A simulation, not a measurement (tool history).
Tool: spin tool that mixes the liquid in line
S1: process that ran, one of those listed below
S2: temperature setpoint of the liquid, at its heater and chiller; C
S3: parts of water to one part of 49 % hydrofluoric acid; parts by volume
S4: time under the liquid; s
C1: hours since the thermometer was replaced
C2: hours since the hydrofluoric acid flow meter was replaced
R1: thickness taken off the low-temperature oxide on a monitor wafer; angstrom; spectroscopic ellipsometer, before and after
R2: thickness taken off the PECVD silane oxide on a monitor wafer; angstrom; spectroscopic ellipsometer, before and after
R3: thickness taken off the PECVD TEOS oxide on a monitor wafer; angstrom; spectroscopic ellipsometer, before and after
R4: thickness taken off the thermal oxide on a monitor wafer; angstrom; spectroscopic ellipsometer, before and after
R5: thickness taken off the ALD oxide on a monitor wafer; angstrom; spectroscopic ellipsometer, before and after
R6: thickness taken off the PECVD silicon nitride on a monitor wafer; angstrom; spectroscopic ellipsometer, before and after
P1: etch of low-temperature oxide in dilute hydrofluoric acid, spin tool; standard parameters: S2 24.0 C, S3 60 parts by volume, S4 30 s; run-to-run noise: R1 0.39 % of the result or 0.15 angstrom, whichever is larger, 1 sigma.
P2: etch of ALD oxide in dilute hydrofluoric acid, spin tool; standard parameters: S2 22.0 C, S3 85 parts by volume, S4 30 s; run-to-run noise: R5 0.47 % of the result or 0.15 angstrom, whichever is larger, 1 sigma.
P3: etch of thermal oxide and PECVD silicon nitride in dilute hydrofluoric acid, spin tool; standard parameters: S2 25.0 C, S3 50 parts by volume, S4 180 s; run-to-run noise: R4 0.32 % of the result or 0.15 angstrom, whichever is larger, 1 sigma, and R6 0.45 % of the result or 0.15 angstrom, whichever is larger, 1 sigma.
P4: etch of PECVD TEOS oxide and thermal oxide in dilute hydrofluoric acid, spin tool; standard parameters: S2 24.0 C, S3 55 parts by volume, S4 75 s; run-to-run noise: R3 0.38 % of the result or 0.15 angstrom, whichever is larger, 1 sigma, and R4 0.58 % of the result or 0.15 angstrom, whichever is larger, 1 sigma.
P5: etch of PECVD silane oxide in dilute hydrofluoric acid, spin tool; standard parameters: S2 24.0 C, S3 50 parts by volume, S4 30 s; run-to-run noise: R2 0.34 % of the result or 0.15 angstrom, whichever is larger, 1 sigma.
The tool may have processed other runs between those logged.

{"run": 1, "hour": 12.6, "S1": "P1", "S2": 24.0, "S3": 60, "S4": 30, "C1": 245.5, "C2": 401.7, "R1": 104.69}
{"run": 2, "hour": 23.3, "S1": "P5", "S2": 24.0, "S3": 50, "S4": 30, "C1": 256.2, "C2": 412.4, "R2": 214.83}
{"run": 3, "hour": 36.8, "S1": "P1", "S2": 24.0, "S3": 60, "S4": 30, "C1": 269.7, "C2": 425.9, "R1": 104.02}
{"run": 4, "hour": 47.9, "S1": "P4", "S2": 24.0, "S3": 20, "S4": 75, "C1": 280.8, "C2": 437.0, "R3": 547.78, "R4": 193.41}
{"run": 5, "hour": 64.4, "S1": "P4", "S2": 19.0, "S3": 55, "S4": 75, "C1": 297.3, "C2": 453.5, "R3": 154.72, "R4": 55.296}
{"run": 6, "hour": 80.1, "S1": "P2", "S2": 30.0, "S3": 85, "S4": 30, "C1": 313.0, "C2": 469.2, "R5": 63.451}
{"run": 7, "hour": 94.2, "S1": "P1", "S2": 18.0, "S3": 100, "S4": 30, "C1": 327.1, "C2": 483.3, "R1": 46.331}
{"run": 8, "hour": 107.5, "S1": "P1", "S2": 17.0, "S3": 60, "S4": 30, "C1": 340.4, "C2": 496.6, "R1": 77.376}
{"run": 9, "hour": 117.6, "S1": "P3", "S2": 25.0, "S3": 75, "S4": 180, "C1": 350.5, "C2": 506.7, "R4": 122.82, "R6": 146.75}
{"run": 10, "hour": 132.3, "S1": "P4", "S2": 24.0, "S3": 55, "S4": 75, "C1": 365.2, "C2": 521.4, "R3": 190.44, "R4": 66.382}
{"run": 11, "hour": 141.0, "S1": "P1", "S2": 24.0, "S3": 20, "S4": 30, "C1": 373.9, "C2": 530.1, "R1": 327.86}
{"run": 12, "hour": 151.5, "S1": "P1", "S2": 24.0, "S3": 60, "S4": 30, "C1": 384.4, "C2": 540.6, "R1": 103.59}
{"run": 13, "hour": 169.8, "S1": "P1", "S2": 29.0, "S3": 60, "S4": 30, "C1": 402.7, "C2": 558.9, "R1": 126.81}
{"run": 14, "hour": 178.2, "S1": "P5", "S2": 24.0, "S3": 85, "S4": 30, "C1": 411.1, "C2": 567.3, "R2": 120.87}
{"run": 15, "hour": 193.3, "S1": "P2", "S2": 22.0, "S3": 85, "S4": 30, "C1": 426.2, "C2": 582.4, "R5": 46.577}
{"run": 16, "hour": 209.8, "S1": "P1", "S2": 29.0, "S3": 35, "S4": 30, "C1": 442.7, "C2": 598.9, "R1": 225.81}
{"run": 17, "hour": 227.1, "S1": "P2", "S2": 22.0, "S3": 145, "S4": 30, "C1": 460.0, "C2": 616.2, "R5": 25.066}
{"run": 18, "hour": 241.5, "S1": "P3", "S2": 25.0, "S3": 50, "S4": 25, "C1": 474.4, "C2": 630.6, "R4": 26.294, "R6": 30.561}
{"run": 19, "hour": 253.8, "S1": "P2", "S2": 22.0, "S3": 85, "S4": 55, "C1": 486.7, "C2": 642.9, "R5": 85.487}
{"run": 20, "hour": 262.8, "S1": "P1", "S2": 24.0, "S3": 95, "S4": 30, "C1": 495.7, "C2": 651.9, "R1": 62.933}
{"run": 21, "hour": 279.6, "S1": "P5", "S2": 18.0, "S3": 50, "S4": 30, "C1": 512.5, "C2": 668.7, "R2": 167.16}
{"run": 22, "hour": 288.3, "S1": "P1", "S2": 24.0, "S3": 60, "S4": 55, "C1": 521.2, "C2": 677.4, "R1": 189.36}
{"hour": 302.0, "done": "thermometer replaced"}
{"run": 23, "hour": 307.5, "S1": "P1", "S2": 24.0, "S3": 60, "S4": 30, "C1": 5.5, "C2": 696.6, "R1": 103.12}
{"run": 24, "hour": 321.5, "S1": "P3", "S2": 19.5, "S3": 50, "S4": 180, "C1": 19.5, "C2": 710.6, "R4": 151.36, "R6": 148.64}
{"run": 25, "hour": 334.8, "S1": "P4", "S2": 24.0, "S3": 55, "S4": 75, "C1": 32.8, "C2": 723.9, "R3": 190.47, "R4": 67.397}
{"run": 26, "hour": 343.3, "S1": "P3", "S2": 25.0, "S3": 50, "S4": 180, "C1": 41.3, "C2": 732.4, "R4": 189.81, "R6": 216.73}
{"run": 27, "hour": 356.7, "S1": "P1", "S2": 24.0, "S3": 60, "S4": 15, "C1": 54.7, "C2": 745.8, "R1": 51.794}
{"run": 28, "hour": 365.4, "S1": "P1", "S2": 24.0, "S3": 60, "S4": 30, "C1": 63.4, "C2": 754.5, "R1": 103.36}
{"run": 29, "hour": 380.2, "S1": "P3", "S2": 25.0, "S3": 50, "S4": 180, "C1": 78.2, "C2": 769.3, "R4": 189.63, "R6": 218.92}
{"run": 30, "hour": 390.4, "S1": "P1", "S2": 24.0, "S3": 60, "S4": 30, "C1": 88.4, "C2": 779.5, "R1": 103.57}
{"run": 31, "hour": 401.7, "S1": "P5", "S2": 24.0, "S3": 50, "S4": 30, "C1": 99.7, "C2": 790.8, "R2": 214.69}
{"run": 32, "hour": 420.2, "S1": "P4", "S2": 24.0, "S3": 55, "S4": 115, "C1": 118.2, "C2": 809.3, "R3": 290.15, "R4": 103.65}
{"run": 33, "hour": 436.1, "S1": "P5", "S2": 24.0, "S3": 50, "S4": 15, "C1": 134.1, "C2": 825.2, "R2": 106.97}
{"run": 34, "hour": 453.4, "S1": "P1", "S2": 24.0, "S3": 60, "S4": 30, "C1": 151.4, "C2": 842.5, "R1": 104.28}
{"run": 35, "hour": 470.6, "S1": "P1", "S2": 24.0, "S3": 60, "S4": 30, "C1": 168.6, "C2": 859.7, "R1": 106.13}
{"run": 36, "hour": 480.1, "S1": "P1", "S2": 24.0, "S3": 60, "S4": 30, "C1": 178.1, "C2": 869.2, "R1": 108.29}
{"run": 37, "hour": 497.7, "S1": "P1", "S2": 24.0, "S3": 60, "S4": 30, "C1": 195.7, "C2": 886.8, "R1": 108.54}
{"run": 38, "hour": 512.7, "S1": "P1", "S2": 24.0, "S3": 60, "S4": 30, "C1": 210.7, "C2": 901.8, "R1": 110.25}
{"run": 39, "hour": 531.4, "S1": "P1", "S2": 24.0, "S3": 60, "S4": 30, "C1": 229.4, "C2": 920.5, "R1": 110.05}
{"run": 40, "hour": 540.8, "S1": "P1", "S2": 24.0, "S3": 60, "S4": 30, "C1": 238.8, "C2": 929.9, "R1": 110.41}
{"run": 41, "hour": 551.0, "S1": "P1", "S2": 24.0, "S3": 60, "S4": 30, "C1": 249.0, "C2": 940.1, "R1": 111.34}
{"run": 42, "hour": 569.4, "S1": "P1", "S2": 24.0, "S3": 60, "S4": 30, "C1": 267.4, "C2": 958.5, "R1": 110.56}
{"run": 43, "hour": 582.1, "S1": "P1", "S2": 24.0, "S3": 60, "S4": 30, "C1": 280.1, "C2": 971.2, "R1": 111.18}

What P1 gives has crept away from where it was. These 2 causes fit the log equally well, each at the size given:
A: liquid hotter than its thermometer reads (K) = 1.57
B: hydrofluoric acid flow above the setpoint (%) = 6.07
The process output started creeping at around hour 453.4.

Listed below are the offered check runs, one wafer per run, with question marks in place of results. For which of them would the causes give clearly different outcomes?
{"run": "check 1", "hour": 594.8, "S1": "P3", "S2": 21.0, "S3": 50, "S4": 30, "R4": "?", "R6": "?"}
{"run": "check 2", "hour": 594.8, "S1": "P4", "S2": 21.0, "S3": 55, "S4": 75, "R3": "?", "R4": "?"}
{"run": "check 3", "hour": 594.8, "S1": "P5", "S2": 18.5, "S3": 50, "S4": 30, "R2": "?"}
{"run": "check 4", "hour": 594.8, "S1": "P2", "S2": 28.0, "S3": 130, "S4": 30, "R5": "?"}

Expected result of each check under each candidate cause:
check=check_1 result=R4 if_A=28.700 if_B=28.604
check=check_1 result=R6 if_A=30.849 if_B=29.336
check=check_2 result=R3 if_A=179.48 if_B=179.00
check=check_2 result=R4 if_A=63.159 if_B=62.991
check=check_3 result=R2 if_A=182.00 if_B=181.12
check=check_4 result=R5 if_A=38.411 if_B=38.817
How far apart the two closest causes lie, in the result that separates them most: check 1 5.03 %; check 2 0.27 %; check 3 0.48 %; check 4 1.05 %
Only check 1 tells the causes apart: in the others they would give nearly the same result.

Running check 1 produced the following: R4 28.637 angstrom; R6 30.680 angstrom. Which one of the listed causes fits?

It was cause A: liquid hotter than its thermometer reads (K).

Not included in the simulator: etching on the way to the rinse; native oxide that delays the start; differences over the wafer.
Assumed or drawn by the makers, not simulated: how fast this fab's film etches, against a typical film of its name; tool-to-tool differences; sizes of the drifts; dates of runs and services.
